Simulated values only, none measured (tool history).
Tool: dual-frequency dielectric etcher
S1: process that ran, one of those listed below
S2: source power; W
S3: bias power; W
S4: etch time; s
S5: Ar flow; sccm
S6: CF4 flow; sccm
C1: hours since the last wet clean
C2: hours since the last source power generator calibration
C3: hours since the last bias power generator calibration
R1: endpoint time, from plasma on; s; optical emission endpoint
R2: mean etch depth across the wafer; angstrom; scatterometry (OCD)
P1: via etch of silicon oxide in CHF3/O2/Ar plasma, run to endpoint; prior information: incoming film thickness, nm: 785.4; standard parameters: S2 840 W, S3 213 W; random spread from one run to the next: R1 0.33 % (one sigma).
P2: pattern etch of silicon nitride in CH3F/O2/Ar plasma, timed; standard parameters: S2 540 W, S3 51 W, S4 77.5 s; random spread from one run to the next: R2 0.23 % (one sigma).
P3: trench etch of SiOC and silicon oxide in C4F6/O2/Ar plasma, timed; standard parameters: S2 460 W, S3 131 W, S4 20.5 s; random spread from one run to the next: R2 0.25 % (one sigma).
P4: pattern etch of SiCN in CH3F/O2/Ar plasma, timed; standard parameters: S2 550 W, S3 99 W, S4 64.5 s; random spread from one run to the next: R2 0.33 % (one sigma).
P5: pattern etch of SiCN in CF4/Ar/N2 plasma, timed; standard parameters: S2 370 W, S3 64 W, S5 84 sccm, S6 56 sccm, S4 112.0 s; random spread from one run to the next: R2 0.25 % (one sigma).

{"run": 1, "hour": 14.1, "S1": "P1", "S2": 840, "S3": 213, "C1": 286.2, "C2": 955.3, "C3": 1756.2, "R1": 346.05}
{"run": 2, "hour": 23.5, "S1": "P1", "S2": 840, "S3": 281, "C1": 295.6, "C2": 964.7, "C3": 1765.6, "R1": 312.09}
{"run": 3, "hour": 33.8, "S1": "P2", "S2": 540, "S3": 51, "S4": 77.5, "C1": 305.9, "C2": 975.0, "C3": 1775.9, "R2": 549.19}
{"run": 4, "hour": 45.9, "S1": "P4", "S2": 550, "S3": 99, "S4": 94.5, "C1": 318.0, "C2": 987.1, "C3": 1788.0, "R2": 452.06}
{"run": 5, "hour": 61.4, "S1": "P1", "S2": 840, "S3": 213, "C1": 333.5, "C2": 1002.6, "C3": 1803.5, "R1": 343.58}
{"run": 6, "hour": 69.5, "S1": "P1", "S2": 840, "S3": 213, "C1": 341.6, "C2": 1010.7, "C3": 1811.6, "R1": 344.98}
{"run": 7, "hour": 86.5, "S1": "P3", "S2": 650, "S3": 131, "S4": 20.5, "C1": 358.6, "C2": 1027.7, "C3": 1828.6, "R2": 454.92}
{"hour": 87.0, "done": "source power generator calibrated"}
{"run": 8, "hour": 101.2, "S1": "P2", "S2": 540, "S3": 51, "S4": 105.5, "C1": 373.3, "C2": 14.3, "C3": 1843.3, "R2": 744.26}
{"run": 9, "hour": 111.1, "S1": "P5", "S2": 250, "S3": 64, "S4": 112.0, "S5": 84, "S6": 56, "C1": 383.2, "C2": 24.2, "C3": 1853.2, "R2": 560.05}
{"run": 10, "hour": 121.9, "S1": "P3", "S2": 460, "S3": 131, "S4": 27.5, "C1": 394.0, "C2": 35.0, "C3": 1864.0, "R2": 527.18}
{"run": 11, "hour": 139.7, "S1": "P4", "S2": 550, "S3": 99, "S4": 64.5, "C1": 411.8, "C2": 52.8, "C3": 1881.8, "R2": 306.52}
{"run": 12, "hour": 158.1, "S1": "P5", "S2": 370, "S3": 64, "S4": 112.0, "S5": 84, "S6": 37, "C1": 430.2, "C2": 71.2, "C3": 1900.2, "R2": 741.45}
{"run": 13, "hour": 169.0, "S1": "P1", "S2": 840, "S3": 137, "C1": 441.1, "C2": 82.1, "C3": 1911.1, "R1": 397.69}
{"run": 14, "hour": 177.7, "S1": "P5", "S2": 370, "S3": 64, "S4": 112.0, "S5": 84, "S6": 56, "C1": 449.8, "C2": 90.8, "C3": 1919.8, "R2": 793.45}
{"run": 15, "hour": 192.3, "S1": "P4", "S2": 550, "S3": 73, "S4": 64.5, "C1": 464.4, "C2": 105.4, "C3": 1934.4, "R2": 276.1}
{"run": 16, "hour": 206.5, "S1": "P5", "S2": 370, "S3": 64, "S4": 167.5, "S5": 84, "S6": 56, "C1": 478.6, "C2": 119.6, "C3": 1948.6, "R2": 1184.0}
{"run": 17, "hour": 216.0, "S1": "P3", "S2": 460, "S3": 131, "S4": 20.5, "C1": 488.1, "C2": 129.1, "C3": 1958.1, "R2": 394.19}
{"run": 18, "hour": 226.3, "S1": "P2", "S2": 660, "S3": 51, "S4": 77.5, "C1": 498.4, "C2": 139.4, "C3": 1968.4, "R2": 593.95}
{"run": 19, "hour": 236.7, "S1": "P5", "S2": 370, "S3": 64, "S4": 112.0, "S5": 61, "S6": 56, "C1": 508.8, "C2": 149.8, "C3": 1978.8, "R2": 828.14}
{"run": 20, "hour": 249.7, "S1": "P3", "S2": 460, "S3": 131, "S4": 20.5, "C1": 521.8, "C2": 162.8, "C3": 1991.8, "R2": 395.83}
{"run": 21, "hour": 263.7, "S1": "P4", "S2": 780, "S3": 99, "S4": 64.5, "C1": 535.8, "C2": 176.8, "C3": 2005.8, "R2": 350.91}
{"run": 22, "hour": 275.8, "S1": "P1", "S2": 840, "S3": 213, "C1": 547.9, "C2": 188.9, "C3": 2017.9, "R1": 342.59}
{"run": 23, "hour": 290.2, "S1": "P1", "S2": 1180, "S3": 213, "C1": 562.3, "C2": 203.3, "C3": 2032.3, "R1": 302.1}
{"run": 24, "hour": 304.4, "S1": "P2", "S2": 540, "S3": 51, "S4": 77.5, "C1": 576.5, "C2": 217.5, "C3": 2046.5, "R2": 549.06}
{"run": 25, "hour": 315.5, "S1": "P1", "S2": 840, "S3": 213, "C1": 587.6, "C2": 228.6, "C3": 2057.6, "R1": 345.01}
{"run": 26, "hour": 327.9, "S1": "P5", "S2": 370, "S3": 78, "S4": 112.0, "S5": 84, "S6": 56, "C1": 600.0, "C2": 241.0, "C3": 2070.0, "R2": 843.14}
{"run": 27, "hour": 337.9, "S1": "P1", "S2": 840, "S3": 213, "C1": 610.0, "C2": 251.0, "C3": 2080.0, "R1": 344.79}
{"run": 28, "hour": 351.3, "S1": "P1", "S2": 1010, "S3": 254, "C1": 623.4, "C2": 264.4, "C3": 2093.4, "R1": 302.74}
{"run": 29, "hour": 360.1, "S1": "P2", "S2": 540, "S3": 33, "S4": 77.5, "C1": 632.2, "C2": 273.2, "C3": 2102.2, "R2": 483.93}
{"run": 30, "hour": 371.3, "S1": "P1", "S2": 650, "S3": 213, "C1": 643.4, "C2": 284.4, "C3": 2113.4, "R1": 379.04}
{"run": 31, "hour": 383.0, "S1": "P1", "S2": 840, "S3": 213, "C1": 655.1, "C2": 296.1, "C3": 2125.1, "R1": 344.08}
{"run": 32, "hour": 398.3, "S1": "P3", "S2": 460, "S3": 176, "S4": 20.5, "C1": 670.4, "C2": 311.4, "C3": 2140.4, "R2": 430.9}
{"run": 33, "hour": 413.2, "S1": "P1", "S2": 840, "S3": 213, "C1": 685.3, "C2": 326.3, "C3": 2155.3, "R1": 344.25}
{"run": 34, "hour": 431.0, "S1": "P1", "S2": 840, "S3": 213, "C1": 703.1, "C2": 344.1, "C3": 2173.1, "R1": 340.27}
{"run": 35, "hour": 440.6, "S1": "P1", "S2": 840, "S3": 213, "C1": 712.7, "C2": 353.7, "C3": 2182.7, "R1": 342.96}
{"run": 36, "hour": 449.4, "S1": "P1", "S2": 840, "S3": 213, "C1": 721.5, "C2": 362.5, "C3": 2191.5, "R1": 340.93}
{"run": 37, "hour": 467.7, "S1": "P1", "S2": 840, "S3": 213, "C1": 739.8, "C2": 380.8, "C3": 2209.8, "R1": 339.15}

Estimate the outcome of run 38 from the log above:
{"run": 38, "hour": 482.5, "S1": "P1", "S2": 840, "S3": 213, "C1": 754.6, "C2": 395.6, "C3": 2224.6, "R1": "?"}

{"run 38": {"R1": 339.05}}

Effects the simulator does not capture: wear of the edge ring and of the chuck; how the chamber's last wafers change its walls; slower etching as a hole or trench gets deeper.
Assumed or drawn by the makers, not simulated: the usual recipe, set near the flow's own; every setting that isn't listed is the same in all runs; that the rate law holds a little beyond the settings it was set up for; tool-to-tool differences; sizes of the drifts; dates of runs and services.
